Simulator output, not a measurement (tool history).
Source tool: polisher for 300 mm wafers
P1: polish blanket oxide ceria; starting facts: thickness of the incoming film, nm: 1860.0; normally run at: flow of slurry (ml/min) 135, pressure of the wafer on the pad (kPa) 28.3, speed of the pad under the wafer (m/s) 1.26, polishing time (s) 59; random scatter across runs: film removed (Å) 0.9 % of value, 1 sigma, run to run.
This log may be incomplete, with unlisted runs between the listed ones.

run	hour	flow of slurry (ml/min)	pressure of the wafer on the pad (kPa)	speed of the pad under the wafer (m/s)	polishing time (s)	film removed (Å)
1	5.4	135	28.3	1.26	59	3695.9
2	11.0	135	28.3	1.26	79	4952.1
3	14.1	135	28.3	1.26	33	2102.9
4	19.8	135	28.3	1.98	59	5941.0
5	23.5	80	28.3	1.26	59	3308.4
6	28.6	195	28.3	1.26	59	3953.7
7	33.3	135	28.3	0.96	89	4324.2
8	39.3	135	13.1	1.26	59	1722.1
9	44.8	200	28.3	1.90	59	5985.9
10	49.7	135	28.3	1.26	59	3744.8
11	52.8	135	28.3	1.26	59	3728.3
12	56.6	135	18.6	0.92	59	1789.0
13	60.0	135	28.3	1.26	59	3736.2
# hour 63.7: worn pad replaced by a new one
14	66.0	135	44.1	1.26	59	5730.8
15	70.0	135	28.3	1.26	59	3749.0
16	74.0	135	28.3	0.72	59	2170.3
17	77.4	135	28.3	1.26	59	3739.9
18	83.1	135	28.3	1.26	59	3766.2

The next listed run, before its measurement:
19	86.2	135	28.3	1.26	59	?

film removed (Å): 3754.6
